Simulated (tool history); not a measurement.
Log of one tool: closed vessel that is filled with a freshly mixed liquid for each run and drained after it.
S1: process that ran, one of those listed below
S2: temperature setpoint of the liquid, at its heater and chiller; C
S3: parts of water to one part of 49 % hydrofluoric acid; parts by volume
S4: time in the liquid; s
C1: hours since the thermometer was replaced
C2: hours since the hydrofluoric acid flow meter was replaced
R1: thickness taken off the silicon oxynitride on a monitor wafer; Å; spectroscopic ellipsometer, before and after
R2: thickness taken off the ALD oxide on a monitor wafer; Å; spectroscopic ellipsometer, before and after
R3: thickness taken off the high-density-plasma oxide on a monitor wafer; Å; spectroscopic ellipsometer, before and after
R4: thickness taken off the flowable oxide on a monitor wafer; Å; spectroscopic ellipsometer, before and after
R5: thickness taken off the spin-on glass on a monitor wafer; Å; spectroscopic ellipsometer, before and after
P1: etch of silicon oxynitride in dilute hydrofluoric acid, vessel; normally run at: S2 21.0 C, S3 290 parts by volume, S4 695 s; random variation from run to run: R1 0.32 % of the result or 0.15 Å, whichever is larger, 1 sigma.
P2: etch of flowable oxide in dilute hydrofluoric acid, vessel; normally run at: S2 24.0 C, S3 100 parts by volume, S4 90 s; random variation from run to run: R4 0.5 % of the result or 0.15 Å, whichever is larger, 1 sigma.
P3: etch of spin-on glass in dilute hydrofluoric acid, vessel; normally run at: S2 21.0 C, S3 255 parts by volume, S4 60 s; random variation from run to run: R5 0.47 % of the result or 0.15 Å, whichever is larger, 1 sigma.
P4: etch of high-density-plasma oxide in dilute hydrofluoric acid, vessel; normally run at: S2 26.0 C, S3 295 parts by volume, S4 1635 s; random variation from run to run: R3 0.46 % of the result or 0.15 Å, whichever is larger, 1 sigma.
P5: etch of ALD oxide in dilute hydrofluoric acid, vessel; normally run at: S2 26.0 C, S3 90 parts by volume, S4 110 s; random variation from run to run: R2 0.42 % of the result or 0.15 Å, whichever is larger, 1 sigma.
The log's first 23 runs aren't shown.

run	day	S1	S2	S3	S4	C1	C2	R1	R2	R3	R4	R5
24	4.800	P5	26.0	90	30	6.1	724.7		94.934			
25	5.029	P3	21.0	100	60	11.6	730.2					203.930
26	5.242	P1	17.0	290	695	16.7	735.3	64.670				
27	5.504	P2	17.0	100	90	23.0	741.6				249.02	
28	5.712	P1	21.0	290	1195	28.0	746.6	132.680				
29	5.925	P1	21.0	425	695	33.1	751.7	49.134				
30	6.188	P3	21.0	255	60	39.4	758.0					67.912
31	6.421	P2	24.0	100	90	45.0	763.6				334.01	
32	6.608	P3	17.0	255	60	49.5	768.1					58.700
33	6.817	P1	21.0	290	695	54.5	773.1	77.703				
34	7.058	P1	21.0	290	695	60.3	778.9	80.044				
35	7.308	P1	21.0	290	695	66.3	784.9	81.899				
36	7.479	P1	21.0	290	695	70.4	789.0	82.346				

The next listed run, before its measurement:
37	7.738	P1	21.0	290	695	76.6	795.2	?				

R1: 83.563 Å
